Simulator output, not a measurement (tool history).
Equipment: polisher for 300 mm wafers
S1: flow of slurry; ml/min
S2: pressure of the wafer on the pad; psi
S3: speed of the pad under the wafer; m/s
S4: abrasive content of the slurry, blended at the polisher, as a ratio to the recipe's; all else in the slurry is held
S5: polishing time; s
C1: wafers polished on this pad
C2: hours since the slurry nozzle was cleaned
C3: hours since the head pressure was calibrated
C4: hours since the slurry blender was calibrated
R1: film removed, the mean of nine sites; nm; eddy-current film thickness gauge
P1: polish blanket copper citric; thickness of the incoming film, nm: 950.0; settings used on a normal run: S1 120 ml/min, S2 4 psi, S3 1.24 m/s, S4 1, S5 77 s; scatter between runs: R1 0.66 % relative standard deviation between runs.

run   hour   S1   S2    S3    S4   S5    C1     C2     C3     C4      R1
  1   16.1  120    4  1.24     1   77   851  138.7  178.4  168.8  291.68
  2   29.1  165    4  1.24     1   77   965  151.7  191.4  181.8  314.38
  3   44.9  120    4  1.24     1   77  1103  167.5  207.2  197.6  295.04
  4   54.1  120    4  1.24     1   50  1184  176.7  216.4  206.8  190.33
  5   68.5  120    4  1.24     1   77  1310  191.1  230.8  221.2  295.28
  6   82.7  120    4  1.24     1   77  1434  205.3    245  235.4  295.95
  7   96.1  120    4  1.58     1   77  1552  218.7  258.4  248.8  373.47
  8  111.2  120    4  1.24  0.75   77  1684  233.8  273.5  263.9  276.74
  9  124.2  120    4  1.24     1   77  1797  246.8  286.5  276.9   295.5
     130.2  -- slurry nozzle cleaned
 10  138.2   70    4  1.24     1   77  1920      8  300.5  290.9  254.78
     145.6  -- slurry blender recalibrated
 11  149.1  120  5.7  1.24     1   77  2015   18.9  311.4    3.5  415.83
 12  159.7  120    4  1.24   1.4   77  2108   29.5    322   14.1  319.64
       162  -- worn pad replaced by a new one
 13  175.2  120    4  1.24     1  114   116     45  337.5   29.6  435.81
 14  188.9  120    4   0.7     1   77   236   58.7  351.2   43.3  169.51
 15  203.2  120    4  1.24     1   77   361     73  365.5   57.6  294.35
 16  213.4  120  2.5  1.24     1   77   450   83.2  375.7   67.8  184.77
 17  226.1   70  5.6  1.24     1   77   561   95.9  388.4   80.5   358.4
 18  235.6  120    4  1.24     1   77   644  105.4  397.9     90  291.54
 19    244  120    4  1.24     1   77   718  113.8  406.3   98.4  286.39
 20  251.7  120    4  1.24     1   77   785  121.5    414  106.1  286.28
 21  260.8  120    4  1.24     1   77   865  130.6  423.1  115.2   275.4
 22  275.8  120    4  1.24     1   77   996  145.6  438.1  130.2   269.5
 23    284  120    4  1.24     1   77  1068  153.8  446.3  138.4  269.36
 24  291.8  120    4  1.24     1   77  1136  161.6  454.1  146.2  268.43
     305.5  -- slurry blender recalibrated
 25  306.5  120    4  1.24     1   77  1265  176.3  468.8    1.1  267.06
     315.4  -- worn pad replaced by a new one
 26  318.8  120    4  1.24     1   77    30  188.6  481.1   13.4   265.6
 27  332.1  120    4  1.24     1   77   146  201.9  494.4   26.7  265.42
 28  342.2  120    4  1.24     1   77   234    212  504.5   36.8  263.89

Compared with where it was, what P1 gives has crept away. Each cause listed below fits the log as well as the rest, at the size given for it:
A: head's pressure below its setpoint, % = 10.1
B: slurry flow missing at the pad, % = 33.6
The process output started creeping at around hour 235.6.
What rules out each remaining cause:
removal rate lost through wear of the pad, %: maintenance at hour 315.4, after the shift began, did not return the process to its former output
abrasive missing from the slurry, %: maintenance at hour 305.5, after the shift began, did not return the process to its former output

4 check runs are offered, one wafer each, their results left as question marks. Which one tells the causes apart?
check 1  352.3  120  3.1   0.8     1   77                   ?
check 2  352.3  120    4  1.24  1.35   77                   ?
check 3  352.3  120    4  1.54     1   77                   ?
check 4  352.3   70    4  1.24     1  102                   ?

If the cause were each of the candidates in turn, the checks would give the following:
  check  result    if A    if B
check 1      R1  134.75   134.5
check 2      R1   283.1  283.03
check 3      R1  328.27  328.29
check 4      R1  303.29  285.57
Minimum pairwise separation of causes per check, each pair taken at its best-separating result: check 1 0.19 %; check 2 0.03 %; check 3 0.01 %; check 4 6.02 %
The causes can be told apart only by check 4. The other checks would give nearly the same results under each of them.

Check 4 has now been run. It gave: R1 299.04 nm. Which of the candidate causes is it?

The cause is A: head's pressure below its setpoint, %.

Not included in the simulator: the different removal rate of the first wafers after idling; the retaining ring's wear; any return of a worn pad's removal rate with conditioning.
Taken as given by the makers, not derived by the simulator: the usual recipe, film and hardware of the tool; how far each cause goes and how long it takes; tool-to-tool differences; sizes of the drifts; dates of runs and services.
